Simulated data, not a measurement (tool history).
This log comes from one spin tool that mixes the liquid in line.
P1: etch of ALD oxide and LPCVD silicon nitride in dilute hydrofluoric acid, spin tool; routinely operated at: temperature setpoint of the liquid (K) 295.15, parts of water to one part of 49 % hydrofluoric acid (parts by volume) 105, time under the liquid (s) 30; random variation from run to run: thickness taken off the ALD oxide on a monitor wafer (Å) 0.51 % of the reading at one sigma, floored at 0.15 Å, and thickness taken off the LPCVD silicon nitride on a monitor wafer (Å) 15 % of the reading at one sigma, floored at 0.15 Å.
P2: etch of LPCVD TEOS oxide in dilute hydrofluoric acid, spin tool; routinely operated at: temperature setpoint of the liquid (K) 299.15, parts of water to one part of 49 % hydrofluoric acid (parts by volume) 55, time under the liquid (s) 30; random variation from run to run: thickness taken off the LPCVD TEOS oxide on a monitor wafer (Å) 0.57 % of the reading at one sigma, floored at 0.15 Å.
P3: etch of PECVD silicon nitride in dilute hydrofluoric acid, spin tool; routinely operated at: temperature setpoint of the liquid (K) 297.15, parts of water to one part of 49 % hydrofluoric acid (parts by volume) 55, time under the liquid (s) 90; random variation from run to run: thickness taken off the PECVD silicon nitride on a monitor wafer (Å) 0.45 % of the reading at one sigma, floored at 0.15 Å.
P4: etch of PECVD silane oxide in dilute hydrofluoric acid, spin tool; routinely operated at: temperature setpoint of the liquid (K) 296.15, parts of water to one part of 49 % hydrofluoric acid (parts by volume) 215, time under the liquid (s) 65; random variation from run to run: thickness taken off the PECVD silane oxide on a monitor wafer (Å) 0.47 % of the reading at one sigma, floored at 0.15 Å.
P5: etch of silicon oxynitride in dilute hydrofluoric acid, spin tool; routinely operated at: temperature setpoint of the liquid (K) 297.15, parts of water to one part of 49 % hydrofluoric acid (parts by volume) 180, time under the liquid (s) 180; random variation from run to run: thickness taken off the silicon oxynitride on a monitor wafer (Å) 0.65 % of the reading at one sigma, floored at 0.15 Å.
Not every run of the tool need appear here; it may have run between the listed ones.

run   hour  process that ran  temperature setpoint of the liquid (K)  parts of water to one part of 49 % hydrofluoric acid (parts by volume)  time under the liquid (s)  hours since the thermometer was replaced  hours since the hydrofluoric acid flow meter was replaced  thickness taken off the ALD oxide on a monitor wafer (Å)  thickness taken off the LPCVD silicon nitride on a monitor wafer (Å)  thickness taken off the LPCVD TEOS oxide on a monitor wafer (Å)  thickness taken off the silicon oxynitride on a monitor wafer (Å)  thickness taken off the PECVD silicon nitride on a monitor wafer (Å)  thickness taken off the PECVD silane oxide on a monitor wafer (Å)
  1   14.3                P1                                  295.15                                                                     105                         30                                     502.4                                                     1247.4                                                    54.939                                                                1.3032
  2   27.9                P1                                  295.15                                                                     105                         30                                       516                                                       1261                                                    55.518                                                                1.2485
  3   40.5                P2                                  299.15                                                                      25                         30                                     528.6                                                     1273.6                                                                                                                                                                                           240.82
  4   53.4                P5                                  297.15                                                                     180                         15                                     541.5                                                     1286.5                                                                                                                                                                                                                                                              3.7068
  5   66.3                P1                                  295.15                                                                     105                         30                                     554.4                                                     1299.4                                                    55.756                                                                1.5956
  6   75.3                P3                                  292.15                                                                      55                         90                                     563.4                                                     1308.4                                                                                                                                                                                                                                                                                                                                    41.548
  7   85.6                P1                                  295.15                                                                      20                         30                                     573.7                                                     1318.7                                                    320.64                                                                6.7581
  8   96.5                P4                                  291.65                                                                     215                         65                                     584.6                                                     1329.6                                                                                                                                                                                                                                                                                                                                                                                                       62.713
  9  108.8                P2                                  299.15                                                                      55                         15                                     596.9                                                     1341.9                                                                                                                                                                                           52.315
 10  124.3                P1                                  295.15                                                                     145                         30                                     612.4                                                     1357.4                                                    38.296                                                                1.0486
 11  133.7                P1                                  295.15                                                                     105                         15                                     621.8                                                     1366.8                                                    27.351                                                               0.73619
 12  146.3                P1                                  295.15                                                                     105                         30                                     634.4                                                     1379.4                                                     55.47                                                                1.1836
 13  161.3                P1                                  295.15                                                                     145                         55                                     649.4                                                     1394.4                                                    70.333                                                                1.9675
 14  171.4                P1                                  290.65                                                                     105                         30                                     659.5                                                     1404.5                                                    46.032                                                               0.82685
 15  186.6                P3                                  297.15                                                                      55                        170                                     674.7                                                     1419.7                                                                                                                                                                                                                                                                                                                                    110.71
 16  200.4                P4                                  296.15                                                                     215                         65                                     688.5                                                     1433.5                                                                                                                                                                                                                                                                                                                                                                                                       75.239
 17    209                P5                                  297.15                                                                     180                        180                                     697.1                                                     1442.1                                                                                                                                                                                                                                                              44.967
 18  220.7                P1                                  302.65                                                                     105                         30                                     708.8                                                     1453.8                                                     73.87                                                                2.4247
 19  235.7                P4                                  296.15                                                                     350                         65                                     723.8                                                     1468.8                                                                                                                                                                                                                                                                                                                                                                                                       40.244
 20  242.8                P5                                  304.65                                                                     180                        180                                     730.9                                                     1475.9                                                                                                                                                                                                                                                              61.125
 21  251.2                P3                                  297.15                                                                      55                         90                                     739.3                                                     1484.3                                                                                                                                                                                                                                                                                                                                    58.533
 22  266.4                P3                                  297.15                                                                      80                         90                                     754.5                                                     1499.5                                                                                                                                                                                                                                                                                                                                    40.502
     271.5  -- thermometer replaced
 23  276.3                P1                                  295.15                                                                     105                         60                                       4.9                                                     1509.4                                                    110.16                                                                2.4766
 24  289.7                P5                                  297.15                                                                     180                        180                                      18.3                                                     1522.8                                                                                                                                                                                                                                                              44.316
 25  297.5                P2                                  294.65                                                                      55                         30                                      26.1                                                     1530.6                                                                                                                                                                                           87.167
 26  312.6                P2                                  299.15                                                                      55                         30                                      41.2                                                     1545.7                                                                                                                                                                                           105.02
 27  327.1                P4                                  296.15                                                                     215                         65                                      55.7                                                     1560.2                                                                                                                                                                                                                                                                                                                                                                                                       74.676
 28  341.1                P2                                  299.15                                                                      55                         30                                      69.7                                                     1574.2                                                                                                                                                                                           105.17
 29  351.1                P4                                  296.15                                                                     215                         35                                      79.7                                                     1584.2                                                                                                                                                                                                                                                                                                                                                                                                       40.386
 30  358.6                P5                                  297.15                                                                     290                        180                                      87.2                                                     1591.7                                                                                                                                                                                                                                                              25.739
 31  370.5                P1                                  295.15                                                                      70                         15                                      99.1                                                     1603.6                                                    43.338                                                                1.2434
 32  384.4                P1                                  295.15                                                                     155                         45                                       113                                                     1617.5                                                    53.485                                                                 1.672
 33  395.7                P1                                  295.15                                                                     105                         30                                     124.3                                                     1628.8                                                    55.247                                                                1.5653
 34  409.3                P1                                  295.15                                                                     105                         30                                     137.9                                                     1642.4                                                    56.629                                                                1.4989
 35  417.2                P1                                  295.15                                                                     105                         30                                     145.8                                                     1650.3                                                    56.877                                                                1.3251
 36  428.7                P1                                  295.15                                                                     105                         30                                     157.3                                                     1661.8                                                    57.173                                                                1.1527
 37  436.2                P1                                  295.15                                                                     105                         30                                     164.8                                                     1669.3                                                    58.623                                                                1.6528
 38  450.3                P1                                  295.15                                                                     105                         30                                     178.9                                                     1683.4                                                    58.269                                                                 1.683
 39  460.1                P1                                  295.15                                                                     105                         30                                     188.7                                                     1693.2                                                    57.905                                                               0.93932
 40  468.6                P1                                  295.15                                                                     105                         30                                     197.2                                                     1701.7                                                    58.868                                                                1.4083
 41  477.4                P1                                  295.15                                                                     105                         30                                       206                                                     1710.5                                                    59.097                                                                1.5146
 42  491.8                P1                                  295.15                                                                     105                         30                                     220.4                                                     1724.9                                                     58.63                                                                1.2362
 43  503.7                P1                                  295.15                                                                     105                         30                                     232.3                                                     1736.8                                                    58.384                                                                1.8612
 44  510.9                P1                                  295.15                                                                     105                         30                                     239.5                                                       1744                                                      59.4                                                                1.5882

P1 no longer gives what it gave before; its output has crept away from where it was. The following 2 causes, each at its listed size, fit the log equally well:
A: liquid hotter than its thermometer reads (K) = 1.66
B: hydrofluoric acid flow above the setpoint (%) = 6.07
The gradual shift began around hour 395.7.

4 check runs are offered, one wafer each, their results left as question marks. Which one tells the causes apart?
check 1  518.1                P4                                  296.15                                                                     215                         65                                                                                                                                                                                                                                                                                                                                                                                                                                                                                                                 ?
check 2  518.1                P2                                  299.15                                                                      55                         30                                                                                                                                                                                                                                                                                                     ?
check 3  518.1                P3                                  297.15                                                                      55                         90                                                                                                                                                                                                                                                                                                                                                                                                                                              ?
check 4  518.1                P5                                  297.15                                                                     180                        180                                                                                                                                                                                                                                                                                                                                                                        ?

Predicted outcomes, by check and by cause:
  check                                                                result    if A    if B
check 1     thickness taken off the PECVD silane oxide on a monitor wafer (Å)  79.657  80.525
check 2       thickness taken off the LPCVD TEOS oxide on a monitor wafer (Å)  112.22  111.87
check 3  thickness taken off the PECVD silicon nitride on a monitor wafer (Å)  65.459  62.068
check 4     thickness taken off the silicon oxynitride on a monitor wafer (Å)   47.87  47.518
Gap, in per cent, between the two causes that each check separates least, read from the result that separates them most: check 1 1.08 %; check 2 0.32 %; check 3 5.32 %; check 4 0.74 %
Check 3 is the one run that separates the causes; every other check would come out nearly the same whichever cause is at work.

Here is what check 3 returned: thickness taken off the PECVD silicon nitride on a monitor wafer (Å) 62.271. Which cause is it?

Of the candidate causes, it is B: hydrofluoric acid flow above the setpoint (%).
